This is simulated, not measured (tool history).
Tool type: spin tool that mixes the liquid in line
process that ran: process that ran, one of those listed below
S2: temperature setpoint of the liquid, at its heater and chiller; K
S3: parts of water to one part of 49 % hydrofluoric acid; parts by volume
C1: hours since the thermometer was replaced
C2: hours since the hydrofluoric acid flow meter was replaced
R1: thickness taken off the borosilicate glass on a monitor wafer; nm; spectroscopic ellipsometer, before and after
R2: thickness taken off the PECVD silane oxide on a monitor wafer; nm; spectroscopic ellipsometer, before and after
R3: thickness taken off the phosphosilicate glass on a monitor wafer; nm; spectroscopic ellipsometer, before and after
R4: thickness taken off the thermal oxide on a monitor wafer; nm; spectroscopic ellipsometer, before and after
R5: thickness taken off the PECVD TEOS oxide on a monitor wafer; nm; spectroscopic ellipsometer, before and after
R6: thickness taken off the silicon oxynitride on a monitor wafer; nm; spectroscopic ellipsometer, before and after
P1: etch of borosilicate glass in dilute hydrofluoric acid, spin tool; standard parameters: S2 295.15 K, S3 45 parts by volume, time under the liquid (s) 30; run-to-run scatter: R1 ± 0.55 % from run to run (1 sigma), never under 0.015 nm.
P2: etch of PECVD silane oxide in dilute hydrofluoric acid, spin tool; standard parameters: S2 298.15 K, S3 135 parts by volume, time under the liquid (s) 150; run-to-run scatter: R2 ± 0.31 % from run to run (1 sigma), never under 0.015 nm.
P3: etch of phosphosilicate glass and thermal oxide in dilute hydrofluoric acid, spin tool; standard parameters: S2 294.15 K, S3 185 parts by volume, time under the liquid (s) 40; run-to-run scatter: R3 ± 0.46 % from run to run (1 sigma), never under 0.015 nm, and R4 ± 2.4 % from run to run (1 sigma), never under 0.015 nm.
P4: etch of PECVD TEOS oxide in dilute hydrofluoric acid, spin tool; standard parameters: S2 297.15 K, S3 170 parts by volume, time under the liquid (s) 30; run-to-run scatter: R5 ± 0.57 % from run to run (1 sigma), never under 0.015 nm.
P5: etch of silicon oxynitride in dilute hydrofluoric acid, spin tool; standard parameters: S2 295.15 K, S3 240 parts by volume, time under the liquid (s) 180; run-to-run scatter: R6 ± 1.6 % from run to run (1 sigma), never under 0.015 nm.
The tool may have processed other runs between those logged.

run 1 hour=10 | process_that_ran=P1 S2=295.15 S3=45 time_under_the_liquid_(s)=30 | C1=756.1 C2=154 | R1=11.18
run 2 hour=27.1 | process_that_ran=P1 S2=295.15 S3=45 time_under_the_liquid_(s)=15 | C1=773.2 C2=171.1 | R1=5.5416
run 3 hour=41 | process_that_ran=P1 S2=295.15 S3=45 time_under_the_liquid_(s)=30 | C1=787.1 C2=185 | R1=11.187
run 4 hour=52.2 | process_that_ran=P1 S2=301.65 S3=45 time_under_the_liquid_(s)=30 | C1=798.3 C2=196.2 | R1=14.662
run 5 hour=64.2 | process_that_ran=P2 S2=298.15 S3=135 time_under_the_liquid_(s)=150 | C1=810.3 C2=208.2 | R2=45.199
run 6 hour=79.4 | process_that_ran=P1 S2=295.15 S3=75 time_under_the_liquid_(s)=30 | C1=825.5 C2=223.4 | R1=6.4906
run 7 hour=88 | process_that_ran=P3 S2=294.15 S3=185 time_under_the_liquid_(s)=40 | C1=834.1 C2=232 | R3=10.61 R4=0.82804
run 8 hour=102.7 | process_that_ran=P1 S2=295.15 S3=45 time_under_the_liquid_(s)=30 | C1=848.8 C2=246.7 | R1=11.208
run 9 hour=112.6 | process_that_ran=P4 S2=297.15 S3=170 time_under_the_liquid_(s)=45 | C1=858.7 C2=256.6 | R5=6.9154
run 10 hour=129.5 | process_that_ran=P5 S2=295.15 S3=240 time_under_the_liquid_(s)=180 | C1=875.6 C2=273.5 | R6=1.6346
run 11 hour=143.6 | process_that_ran=P1 S2=295.15 S3=45 time_under_the_liquid_(s)=30 | C1=889.7 C2=287.6 | R1=11.216
run 12 hour=158.2 | process_that_ran=P1 S2=295.15 S3=20 time_under_the_liquid_(s)=30 | C1=904.3 C2=302.2 | R1=26.09
run 13 hour=169.5 | process_that_ran=P4 S2=297.15 S3=170 time_under_the_liquid_(s)=30 | C1=915.6 C2=313.5 | R5=4.6235
run 14 hour=182.3 | process_that_ran=P1 S2=290.15 S3=20 time_under_the_liquid_(s)=30 | C1=928.4 C2=326.3 | R1=20.806
-- hour=182.9 hydrofluoric acid flow meter replaced
run 15 hour=199.1 | process_that_ran=P1 S2=295.15 S3=60 time_under_the_liquid_(s)=60 | C1=945.2 C2=16.3 | R1=16.355
run 16 hour=210.4 | process_that_ran=P3 S2=294.15 S3=185 time_under_the_liquid_(s)=75 | C1=956.5 C2=27.6 | R3=19.736 R4=1.6697
run 17 hour=222.3 | process_that_ran=P5 S2=295.15 S3=240 time_under_the_liquid_(s)=180 | C1=968.4 C2=39.5 | R6=1.6428
run 18 hour=232.8 | process_that_ran=P4 S2=297.15 S3=170 time_under_the_liquid_(s)=30 | C1=978.9 C2=50 | R5=4.6049
run 19 hour=243.1 | process_that_ran=P1 S2=295.15 S3=45 time_under_the_liquid_(s)=55 | C1=989.2 C2=60.3 | R1=20.446
run 20 hour=254.8 | process_that_ran=P3 S2=299.15 S3=185 time_under_the_liquid_(s)=40 | C1=1000.9 C2=72 | R3=12.8 R4=1.0064
run 21 hour=267.6 | process_that_ran=P4 S2=297.15 S3=40 time_under_the_liquid_(s)=30 | C1=1013.7 C2=84.8 | R5=22.834
run 22 hour=278.9 | process_that_ran=P5 S2=295.15 S3=90 time_under_the_liquid_(s)=180 | C1=1025 C2=96.1 | R6=4.7302
run 23 hour=294.7 | process_that_ran=P1 S2=295.15 S3=45 time_under_the_liquid_(s)=30 | C1=1040.8 C2=111.9 | R1=11.065
run 24 hour=305.2 | process_that_ran=P5 S2=290.15 S3=240 time_under_the_liquid_(s)=180 | C1=1051.3 C2=122.4 | R6=1.2725
run 25 hour=320.4 | process_that_ran=P2 S2=298.15 S3=215 time_under_the_liquid_(s)=150 | C1=1066.5 C2=137.6 | R2=26.119
run 26 hour=330.8 | process_that_ran=P2 S2=298.15 S3=135 time_under_the_liquid_(s)=260 | C1=1076.9 C2=148 | R2=78.777
run 27 hour=339.6 | process_that_ran=P4 S2=290.65 S3=170 time_under_the_liquid_(s)=30 | C1=1085.7 C2=156.8 | R5=3.6016
run 28 hour=348.5 | process_that_ran=P5 S2=295.15 S3=240 time_under_the_liquid_(s)=340 | C1=1094.6 C2=165.7 | R6=3.0065
run 29 hour=363.8 | process_that_ran=P3 S2=294.15 S3=95 time_under_the_liquid_(s)=40 | C1=1109.9 C2=181 | R3=22.532 R4=1.8322
run 30 hour=373.2 | process_that_ran=P1 S2=290.15 S3=45 time_under_the_liquid_(s)=30 | C1=1119.3 C2=190.4 | R1=9.0035
run 31 hour=389.1 | process_that_ran=P1 S2=295.15 S3=30 time_under_the_liquid_(s)=15 | C1=1135.2 C2=206.3 | R1=8.5468
run 32 hour=397.3 | process_that_ran=P2 S2=304.65 S3=135 time_under_the_liquid_(s)=150 | C1=1143.4 C2=214.5 | R2=57.615
run 33 hour=408.7 | process_that_ran=P1 S2=295.15 S3=45 time_under_the_liquid_(s)=30 | C1=1154.8 C2=225.9 | R1=11.172
run 34 hour=422.3 | process_that_ran=P1 S2=295.15 S3=45 time_under_the_liquid_(s)=30 | C1=1168.4 C2=239.5 | R1=11.233
run 35 hour=430.7 | process_that_ran=P1 S2=295.15 S3=45 time_under_the_liquid_(s)=30 | C1=1176.8 C2=247.9 | R1=11.552
run 36 hour=444.4 | process_that_ran=P1 S2=295.15 S3=45 time_under_the_liquid_(s)=30 | C1=1190.5 C2=261.6 | R1=11.781
run 37 hour=456.8 | process_that_ran=P1 S2=295.15 S3=45 time_under_the_liquid_(s)=30 | C1=1202.9 C2=274 | R1=12.143
run 38 hour=471.6 | process_that_ran=P1 S2=295.15 S3=45 time_under_the_liquid_(s)=30 | C1=1217.7 C2=288.8 | R1=12.201
run 39 hour=484.3 | process_that_ran=P1 S2=295.15 S3=45 time_under_the_liquid_(s)=30 | C1=1230.4 C2=301.5 | R1=12.275
run 40 hour=496.3 | process_that_ran=P1 S2=295.15 S3=45 time_under_the_liquid_(s)=30 | C1=1242.4 C2=313.5 | R1=12.255
run 41 hour=513.2 | process_that_ran=P1 S2=295.15 S3=45 time_under_the_liquid_(s)=30 | C1=1259.3 C2=330.4 | R1=12.377
run 42 hour=526.8 | process_that_ran=P1 S2=295.15 S3=45 time_under_the_liquid_(s)=30 | C1=1272.9 C2=344 | R1=12.432

P1 has crept away from where it was. The log is fitted equally well by each of these 2 causes, at the sizes shown:
A: liquid hotter than its thermometer reads (K) = 2.42
B: hydrofluoric acid flow above the setpoint (%) = 9.98
The gradual shift began around hour 422.3.

The check runs listed below each take one wafer, and their results are still question marks. Under which run would the listed causes lead to clearly different results?
run check 1 hour=540.4 | process_that_ran=P4 S2=292.65 S3=45 time_under_the_liquid_(s)=30 | R5=?
run check 2 hour=540.4 | process_that_ran=P3 S2=294.15 S3=105 time_under_the_liquid_(s)=70 | R3=? R4=?
run check 3 hour=540.4 | process_that_ran=P2 S2=303.65 S3=175 time_under_the_liquid_(s)=150 | R2=?
run check 4 hour=540.4 | process_that_ran=P5 S2=295.15 S3=145 time_under_the_liquid_(s)=245 | R6=?

Expected result of each check under each candidate cause:
check=check_1 result=R5 if_A=18.526 if_B=18.477
check=check_2 result=R3 if_A=39.054 if_B=39.405
check=check_2 result=R4 if_A=3.2065 if_B=3.2353
check=check_3 result=R2 if_A=44.314 if_B=45.754
check=check_4 result=R6 if_A=4.3778 if_B=4.3466
Distance between the nearest two causes, measured in the result of the check that separates them most: check 1 0.27 %; check 2 0.89 %; check 3 3.2 %; check 4 0.72 %
The causes can be told apart only by check 3. The other checks would give nearly the same results under each of them.

With check 3 done, the readings were: R2 44.501 nm. Identify which of the listed causes applies.

The correct cause is A, namely: liquid hotter than its thermometer reads (K).
